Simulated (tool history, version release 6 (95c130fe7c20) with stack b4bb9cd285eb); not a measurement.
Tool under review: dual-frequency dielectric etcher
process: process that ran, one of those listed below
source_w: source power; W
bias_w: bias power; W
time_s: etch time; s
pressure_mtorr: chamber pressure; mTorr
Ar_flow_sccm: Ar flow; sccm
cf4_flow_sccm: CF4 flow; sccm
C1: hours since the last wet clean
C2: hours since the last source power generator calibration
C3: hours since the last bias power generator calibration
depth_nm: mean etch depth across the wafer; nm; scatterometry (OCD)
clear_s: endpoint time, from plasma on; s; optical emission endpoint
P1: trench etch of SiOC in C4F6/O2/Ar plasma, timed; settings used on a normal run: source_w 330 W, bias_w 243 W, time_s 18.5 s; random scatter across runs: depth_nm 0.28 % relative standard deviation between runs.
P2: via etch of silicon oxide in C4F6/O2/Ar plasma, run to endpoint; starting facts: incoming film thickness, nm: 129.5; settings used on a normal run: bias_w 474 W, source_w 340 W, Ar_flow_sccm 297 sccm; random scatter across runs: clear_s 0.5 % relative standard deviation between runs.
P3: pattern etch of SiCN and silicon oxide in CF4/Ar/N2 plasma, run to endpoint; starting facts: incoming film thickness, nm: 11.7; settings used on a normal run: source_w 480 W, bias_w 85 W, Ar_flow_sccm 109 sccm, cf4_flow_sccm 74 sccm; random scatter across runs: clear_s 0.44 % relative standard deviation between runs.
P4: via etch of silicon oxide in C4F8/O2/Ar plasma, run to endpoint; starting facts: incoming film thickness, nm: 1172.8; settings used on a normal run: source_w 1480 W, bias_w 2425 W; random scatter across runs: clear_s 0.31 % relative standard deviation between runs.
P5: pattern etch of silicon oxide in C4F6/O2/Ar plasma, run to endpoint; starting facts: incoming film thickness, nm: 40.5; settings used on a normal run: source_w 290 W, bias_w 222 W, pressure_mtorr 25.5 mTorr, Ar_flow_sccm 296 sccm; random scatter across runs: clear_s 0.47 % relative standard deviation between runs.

run 1 day=0.554 | process=P1 source_w=330 bias_w=243 time_s=18.5 | C1=189.2 C2=1735.8 C3=2032.4 | depth_nm=40.097
run 2 day=1.167 | process=P5 source_w=290 bias_w=222 pressure_mtorr=25.5 Ar_flow_sccm=189 | C1=203.9 C2=1750.5 C3=2047.1 | clear_s=12.627
run 3 day=1.688 | process=P1 source_w=330 bias_w=243 time_s=10 | C1=216.4 C2=1763 C3=2059.6 | depth_nm=21.528
run 4 day=2.354 | process=P2 source_w=340 bias_w=474 Ar_flow_sccm=297 | C1=232.4 C2=1779 C3=2075.6 | clear_s=30.899
run 5 day=2.896 | process=P3 source_w=480 bias_w=118 Ar_flow_sccm=109 cf4_flow_sccm=74 | C1=245.4 C2=1792 C3=2088.6 | clear_s=11.165
run 6 day=3.275 | process=P4 source_w=1480 bias_w=2425 | C1=254.5 C2=1801.1 C3=2097.7 | clear_s=244.22
run 7 day=3.708 | process=P1 source_w=460 bias_w=243 time_s=18.5 | C1=264.9 C2=1811.5 C3=2108.1 | depth_nm=45.431
-- day=3.742 wet clean of the chamber
run 8 day=4.35 | process=P5 source_w=290 bias_w=222 pressure_mtorr=30 Ar_flow_sccm=296 | C1=14.6 C2=1826.9 C3=2123.5 | clear_s=13.465
run 9 day=4.958 | process=P1 source_w=330 bias_w=299 time_s=18.5 | C1=29.2 C2=1841.5 C3=2138.1 | depth_nm=43.031
run 10 day=5.479 | process=P5 source_w=290 bias_w=222 pressure_mtorr=25.5 Ar_flow_sccm=296 | C1=41.7 C2=1854 C3=2150.6 | clear_s=13.083
run 11 day=6.142 | process=P5 source_w=290 bias_w=222 pressure_mtorr=25.5 Ar_flow_sccm=296 | C1=57.6 C2=1869.9 C3=2166.5 | clear_s=13.2
run 12 day=6.65 | process=P3 source_w=480 bias_w=85 Ar_flow_sccm=109 cf4_flow_sccm=74 | C1=69.8 C2=1882.1 C3=2178.7 | clear_s=12.531
run 13 day=6.946 | process=P1 source_w=200 bias_w=243 time_s=11.5 | C1=76.9 C2=1889.2 C3=2185.8 | depth_nm=20.636
run 14 day=7.233 | process=P1 source_w=330 bias_w=243 time_s=22.5 | C1=83.8 C2=1896.1 C3=2192.7 | depth_nm=48.579
run 15 day=7.8 | process=P4 source_w=1480 bias_w=1700 | C1=97.4 C2=1909.7 C3=2206.3 | clear_s=271.7
run 16 day=8.088 | process=P1 source_w=230 bias_w=194 time_s=18.5 | C1=104.3 C2=1916.6 C3=2213.2 | depth_nm=32.443
run 17 day=8.492 | process=P1 source_w=330 bias_w=186 time_s=18.5 | C1=114 C2=1926.3 C3=2222.9 | depth_nm=36.683
run 18 day=9.092 | process=P2 source_w=340 bias_w=474 Ar_flow_sccm=184 | C1=128.4 C2=1940.7 C3=2237.3 | clear_s=29.555
run 19 day=9.429 | process=P5 source_w=370 bias_w=222 pressure_mtorr=25.5 Ar_flow_sccm=296 | C1=136.5 C2=1948.8 C3=2245.4 | clear_s=12.121
run 20 day=9.75 | process=P3 source_w=480 bias_w=85 Ar_flow_sccm=109 cf4_flow_sccm=104 | C1=144.2 C2=1956.5 C3=2253.1 | clear_s=12.022
run 21 day=10.1 | process=P1 source_w=330 bias_w=243 time_s=18.5 | C1=152.6 C2=1964.9 C3=2261.5 | depth_nm=39.99
run 22 day=10.604 | process=P3 source_w=620 bias_w=85 Ar_flow_sccm=109 cf4_flow_sccm=74 | C1=164.7 C2=1977 C3=2273.6 | clear_s=9.9985
run 23 day=11.262 | process=P2 source_w=420 bias_w=474 Ar_flow_sccm=297 | C1=180.5 C2=1992.8 C3=2289.4 | clear_s=28.788
run 24 day=11.746 | process=P1 source_w=330 bias_w=243 time_s=18.5 | C1=192.1 C2=2004.4 C3=2301 | depth_nm=40.004
run 25 day=12.092 | process=P3 source_w=480 bias_w=85 Ar_flow_sccm=129 cf4_flow_sccm=74 | C1=200.4 C2=2012.7 C3=2309.3 | clear_s=12.758
run 26 day=12.558 | process=P5 source_w=290 bias_w=297 pressure_mtorr=25.5 Ar_flow_sccm=296 | C1=211.6 C2=2023.9 C3=2320.5 | clear_s=11.993
run 27 day=12.967 | process=P2 source_w=340 bias_w=668 Ar_flow_sccm=297 | C1=221.4 C2=2033.7 C3=2330.3 | clear_s=27.506
run 28 day=13.583 | process=P4 source_w=1070 bias_w=2425 | C1=236.2 C2=2048.5 C3=2345.1 | clear_s=277.76
run 29 day=13.983 | process=P2 source_w=340 bias_w=474 Ar_flow_sccm=297 | C1=245.8 C2=2058.1 C3=2354.7 | clear_s=31.464
run 30 day=14.329 | process=P1 source_w=330 bias_w=243 time_s=18.5 | C1=254.1 C2=2066.4 C3=2363 | depth_nm=39.944
run 31 day=14.942 | process=P4 source_w=1480 bias_w=2425 | C1=268.8 C2=2081.1 C3=2377.7 | clear_s=244.23
run 32 day=15.283 | process=P1 source_w=270 bias_w=243 time_s=18.5 | C1=277 C2=2089.3 C3=2385.9 | depth_nm=37.055
run 33 day=15.829 | process=P1 source_w=330 bias_w=243 time_s=18.5 | C1=290.1 C2=2102.4 C3=2399 | depth_nm=39.995
run 34 day=16.317 | process=P1 source_w=330 bias_w=243 time_s=18.5 | C1=301.8 C2=2114.1 C3=2410.7 | depth_nm=39.691
run 35 day=16.721 | process=P1 source_w=330 bias_w=243 time_s=18.5 | C1=311.5 C2=2123.8 C3=2420.4 | depth_nm=39.674
run 36 day=17.183 | process=P1 source_w=330 bias_w=243 time_s=18.5 | C1=322.6 C2=2134.9 C3=2431.5 | depth_nm=39.564
run 37 day=17.658 | process=P1 source_w=330 bias_w=243 time_s=18.5 | C1=334 C2=2146.3 C3=2442.9 | depth_nm=39.523
run 38 day=18.021 | process=P1 source_w=330 bias_w=243 time_s=18.5 | C1=342.7 C2=2155 C3=2451.6 | depth_nm=39.456
-- day=18.404 wet clean of the chamber
run 39 day=18.662 | process=P1 source_w=330 bias_w=243 time_s=18.5 | C1=6.3 C2=2170.4 C3=2467 | depth_nm=39.428
run 40 day=18.996 | process=P1 source_w=330 bias_w=243 time_s=18.5 | C1=14.3 C2=2178.4 C3=2475 | depth_nm=39.096
run 41 day=19.512 | process=P1 source_w=330 bias_w=243 time_s=18.5 | C1=26.7 C2=2190.8 C3=2487.4 | depth_nm=39.012

The log shows P1 creeping away from where it was. Any of the 2 causes listed here, at the size stated for it, fits the log just as well as the others:
A: bias power that arrives under what is set, % = 4.8
B: source power that arrives under what is set, % = 4.28
The onset of the drift is placed at about day 15.829.
Excluded causes, each with its reason:
chamber walls in a state that lowers the etch rate, %: serviced after onset, at day 18.404, with no recovery of the prior output

4 check runs are offered, each on 3 wafers whose results are averaged, their results left as question marks. Which one tells the causes apart?
run check 1 day=20.029 | process=P3 source_w=480 bias_w=85 Ar_flow_sccm=109 cf4_flow_sccm=74 | clear_s=?
run check 2 day=20.029 | process=P2 source_w=340 bias_w=474 Ar_flow_sccm=297 | clear_s=?
run check 3 day=20.029 | process=P5 source_w=290 bias_w=222 pressure_mtorr=25.5 Ar_flow_sccm=296 | clear_s=?
run check 4 day=20.029 | process=P4 source_w=1480 bias_w=2425 | clear_s=?

How each check would come out, cause by cause:
check=check_1 result=clear_s if_A=12.723 if_B=12.998
check=check_2 result=clear_s if_A=31.654 if_B=31.584
check=check_3 result=clear_s if_A=13.444 if_B=13.446
check=check_4 result=clear_s if_A=248.3 if_B=248.86
Per-check spread between the two closest causes, in the result where they differ most: check 1 2.13 %; check 2 0.22 %; check 3 0.02 %; check 4 0.23 %
The causes can be told apart only by check 1. The other checks would give nearly the same results under each of them.

Then check 1 was run and gave: clear_s 12.98 s. Which cause is it?

B is the cause: source power that arrives under what is set, %.
